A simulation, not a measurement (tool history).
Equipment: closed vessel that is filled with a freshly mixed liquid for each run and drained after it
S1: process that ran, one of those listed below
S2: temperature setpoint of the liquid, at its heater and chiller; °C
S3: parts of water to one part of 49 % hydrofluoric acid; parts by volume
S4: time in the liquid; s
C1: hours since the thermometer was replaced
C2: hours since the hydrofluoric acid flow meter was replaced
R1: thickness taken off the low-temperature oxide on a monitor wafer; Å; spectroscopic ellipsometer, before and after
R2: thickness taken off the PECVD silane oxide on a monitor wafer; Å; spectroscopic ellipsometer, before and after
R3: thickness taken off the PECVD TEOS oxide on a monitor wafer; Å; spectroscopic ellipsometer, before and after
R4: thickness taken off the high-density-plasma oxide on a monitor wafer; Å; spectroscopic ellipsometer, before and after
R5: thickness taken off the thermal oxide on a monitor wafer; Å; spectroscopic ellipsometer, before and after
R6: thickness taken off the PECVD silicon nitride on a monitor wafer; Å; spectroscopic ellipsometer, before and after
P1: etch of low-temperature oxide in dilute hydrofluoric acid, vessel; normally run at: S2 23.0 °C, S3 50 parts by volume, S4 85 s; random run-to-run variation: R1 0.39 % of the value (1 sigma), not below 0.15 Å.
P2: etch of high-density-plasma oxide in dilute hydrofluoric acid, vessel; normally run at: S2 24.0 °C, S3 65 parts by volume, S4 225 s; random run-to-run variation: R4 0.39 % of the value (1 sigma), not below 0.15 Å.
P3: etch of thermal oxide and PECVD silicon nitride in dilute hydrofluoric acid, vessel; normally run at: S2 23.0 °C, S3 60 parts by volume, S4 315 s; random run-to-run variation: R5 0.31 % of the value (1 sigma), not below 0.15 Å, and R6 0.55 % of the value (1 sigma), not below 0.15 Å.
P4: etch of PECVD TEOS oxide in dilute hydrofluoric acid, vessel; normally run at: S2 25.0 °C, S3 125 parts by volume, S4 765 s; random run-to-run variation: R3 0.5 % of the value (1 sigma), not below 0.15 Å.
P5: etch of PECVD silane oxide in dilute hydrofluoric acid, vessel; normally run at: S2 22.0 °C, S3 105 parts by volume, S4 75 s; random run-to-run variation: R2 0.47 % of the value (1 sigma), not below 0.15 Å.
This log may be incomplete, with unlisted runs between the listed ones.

run 1 hour=6.1 | S1=P1 S2=23.0 S3=50 S4=85 | C1=1336.6 C2=714.6 | R1=359.80
run 2 hour=10.2 | S1=P5 S2=22.0 S3=105 S4=75 | C1=1340.7 C2=718.7 | R2=207.740
run 3 hour=19.0 | S1=P4 S2=25.0 S3=125 S4=1100 | C1=1349.5 C2=727.5 | R3=829.42
run 4 hour=27.6 | S1=P1 S2=23.0 S3=50 S4=85 | C1=1358.1 C2=736.1 | R1=360.70
run 5 hour=36.5 | S1=P5 S2=17.0 S3=105 S4=75 | C1=1367.0 C2=745.0 | R2=169.440
run 6 hour=42.9 | S1=P5 S2=22.0 S3=160 S4=75 | C1=1373.4 C2=751.4 | R2=128.400
run 7 hour=51.3 | S1=P2 S2=24.0 S3=65 S4=30 | C1=1381.8 C2=759.8 | R4=35.807
run 8 hour=56.5 | S1=P1 S2=23.0 S3=50 S4=85 | C1=1387.0 C2=765.0 | R1=357.01
run 9 hour=65.2 | S1=P3 S2=23.0 S3=60 S4=315 | C1=1395.7 C2=773.7 | R5=245.40 R6=93.738
run 10 hour=70.4 | S1=P1 S2=26.5 S3=80 S4=85 | C1=1400.9 C2=778.9 | R1=248.73
run 11 hour=79.3 | S1=P5 S2=22.0 S3=105 S4=75 | C1=1409.8 C2=787.8 | R2=206.260
run 12 hour=83.7 | S1=P1 S2=30.5 S3=50 S4=85 | C1=1414.2 C2=792.2 | R1=486.14
run 13 hour=88.9 | S1=P4 S2=18.5 S3=125 S4=765 | C1=1419.4 C2=797.4 | R3=446.73
run 14 hour=97.8 | S1=P2 S2=24.0 S3=115 S4=225 | C1=1428.3 C2=806.3 | R4=143.720
run 15 hour=103.5 | S1=P1 S2=23.0 S3=50 S4=30 | C1=1434.0 C2=812.0 | R1=126.41
run 16 hour=108.5 | S1=P1 S2=23.0 S3=30 S4=165 | C1=1439.0 C2=817.0 | R1=1196.30
run 17 hour=116.9 | S1=P1 S2=23.0 S3=70 S4=85 | C1=1447.4 C2=825.4 | R1=250.37
run 18 hour=122.2 | S1=P3 S2=23.0 S3=60 S4=540 | C1=1452.7 C2=830.7 | R5=420.51 R6=163.140
run 19 hour=129.4 | S1=P1 S2=23.0 S3=30 S4=85 | C1=1459.9 C2=837.9 | R1=612.15
run 20 hour=135.9 | S1=P3 S2=17.0 S3=60 S4=315 | C1=1466.4 C2=844.4 | R5=189.17 R6=62.131
run 21 hour=141.6 | S1=P1 S2=23.0 S3=20 S4=30 | C1=1472.1 C2=850.1 | R1=330.45
run 22 hour=148.5 | S1=P2 S2=29.5 S3=65 S4=225 | C1=1479.0 C2=857.0 | R4=336.250
run 23 hour=154.5 | S1=P4 S2=25.0 S3=65 S4=765 | C1=1485.0 C2=863.0 | R3=1188.50
-- hour=156.2 thermometer replaced
run 24 hour=159.7 | S1=P4 S2=25.0 S3=125 S4=765 | C1=3.6 C2=868.2 | R3=575.41
run 25 hour=164.3 | S1=P2 S2=24.0 S3=65 S4=225 | C1=8.2 C2=872.8 | R4=269.700
run 26 hour=172.8 | S1=P1 S2=23.0 S3=50 S4=165 | C1=16.7 C2=881.3 | R1=697.78
run 27 hour=179.7 | S1=P5 S2=22.0 S3=105 S4=30 | C1=23.6 C2=888.2 | R2=82.895
run 28 hour=187.6 | S1=P1 S2=17.5 S3=50 S4=85 | C1=31.5 C2=896.1 | R1=285.00
run 29 hour=196.3 | S1=P1 S2=23.0 S3=50 S4=85 | C1=40.2 C2=904.8 | R1=358.22
run 30 hour=203.2 | S1=P3 S2=23.0 S3=90 S4=315 | C1=47.1 C2=911.7 | R5=157.44 R6=62.550
run 31 hour=211.8 | S1=P1 S2=23.0 S3=50 S4=85 | C1=55.7 C2=920.3 | R1=361.35
run 32 hour=216.9 | S1=P1 S2=23.0 S3=50 S4=85 | C1=60.8 C2=925.4 | R1=351.31
run 33 hour=224.0 | S1=P1 S2=23.0 S3=50 S4=85 | C1=67.9 C2=932.5 | R1=345.33
run 34 hour=231.4 | S1=P1 S2=23.0 S3=50 S4=85 | C1=75.3 C2=939.9 | R1=335.85
run 35 hour=235.9 | S1=P1 S2=23.0 S3=50 S4=85 | C1=79.8 C2=944.4 | R1=335.72
run 36 hour=244.1 | S1=P1 S2=23.0 S3=50 S4=85 | C1=88.0 C2=952.6 | R1=332.39
run 37 hour=251.2 | S1=P1 S2=23.0 S3=50 S4=85 | C1=95.1 C2=959.7 | R1=329.69
run 38 hour=259.4 | S1=P1 S2=23.0 S3=50 S4=85 | C1=103.3 C2=967.9 | R1=326.45
run 39 hour=268.2 | S1=P1 S2=23.0 S3=50 S4=85 | C1=112.1 C2=976.7 | R1=327.19
run 40 hour=275.1 | S1=P1 S2=23.0 S3=50 S4=85 | C1=119.0 C2=983.6 | R1=327.22
run 41 hour=280.2 | S1=P1 S2=23.0 S3=50 S4=85 | C1=124.1 C2=988.7 | R1=325.68
run 42 hour=285.7 | S1=P1 S2=23.0 S3=50 S4=85 | C1=129.6 C2=994.2 | R1=326.76

Compared with where it was, what P1 gives has crept away. Each cause listed below fits the log as well as the rest, at the size given for it:
A: liquid colder than its thermometer reads (K) = 2.31
B: hydrofluoric acid flow below the setpoint (%) = 8.65
The gradual shift began around hour 211.8.

Question marks stand in for the results of the 4 check runs listed below, each run on one wafer. Under which run would the listed causes show clearly different results?
run check 1 hour=291.2 | S1=P4 S2=18.5 S3=125 S4=765 | R3=?
run check 2 hour=291.2 | S1=P3 S2=17.0 S3=60 S4=315 | R5=? R6=?
run check 3 hour=291.2 | S1=P5 S2=19.0 S3=155 S4=75 | R2=?
run check 4 hour=291.2 | S1=P2 S2=24.0 S3=100 S4=225 | R4=?

Predicted outcomes, by check and by cause:
check=check_1 result=R3 if_A=405.61 if_B=402.80
check=check_2 result=R5 if_A=171.49 if_B=172.19
check=check_2 result=R6 if_A=52.893 if_B=57.142
check=check_3 result=R2 if_A=107.490 if_B=106.250
check=check_4 result=R4 if_A=152.950 if_B=151.500
Minimum pairwise separation of causes per check, each pair taken at its best-separating result: check 1 0.7 %; check 2 7.73 %; check 3 1.15 %; check 4 0.95 %
The other checks would show nearly matching results whichever cause is true, so check 2 is the only one that separates the causes.

Check 2 was then run and gave: R5 173.18 Å; R6 57.197 Å. Which cause is it?

Of the candidate causes, it is B: hydrofluoric acid flow below the setpoint (%).

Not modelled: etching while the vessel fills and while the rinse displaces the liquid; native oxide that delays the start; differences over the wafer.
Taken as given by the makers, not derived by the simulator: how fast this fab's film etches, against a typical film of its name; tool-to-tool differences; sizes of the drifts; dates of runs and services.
